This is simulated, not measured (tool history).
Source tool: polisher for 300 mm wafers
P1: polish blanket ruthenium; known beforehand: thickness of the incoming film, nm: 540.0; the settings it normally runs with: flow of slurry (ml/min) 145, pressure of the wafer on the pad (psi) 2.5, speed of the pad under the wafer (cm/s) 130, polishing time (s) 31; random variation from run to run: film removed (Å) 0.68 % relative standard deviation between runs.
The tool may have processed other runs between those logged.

run,hour,flow of slurry (ml/min),pressure of the wafer on the pad (psi),speed of the pad under the wafer (cm/s),polishing time (s),wafers polished on this pad,hours since the slurry nozzle was cleaned,hours since the head pressure was calibrated,film removed (Å)
1,2.4,145,2.5,130,31,166,41.9,144.8,656.54
2,5.4,90,2.5,64,31,210,44.9,147.8,289.56
3,8.7,145,2.5,94,31,259,48.2,151.1,477.06
4,11.6,145,2.5,130,31,302,51.1,154.0,663.80
5,16.0,145,3.8,130,31,367,55.5,158.4,1008.30
6,20.0,85,2.5,130,31,426,59.5,162.4,584.08
7,23.8,145,2.5,130,31,482,63.3,166.2,665.69
8,27.0,145,2.5,130,15,529,66.5,169.4,318.39
9,29.5,145,2.5,130,44,566,69.0,171.9,937.73
10,33.8,145,2.5,206,31,629,73.3,176.2,1038.50

Run 11 is up next; what results do you expect?
11,36.5,85,2.5,130,45,669,76.0,178.9,?

{"run 11": {"film removed (Å)": 845.93}}
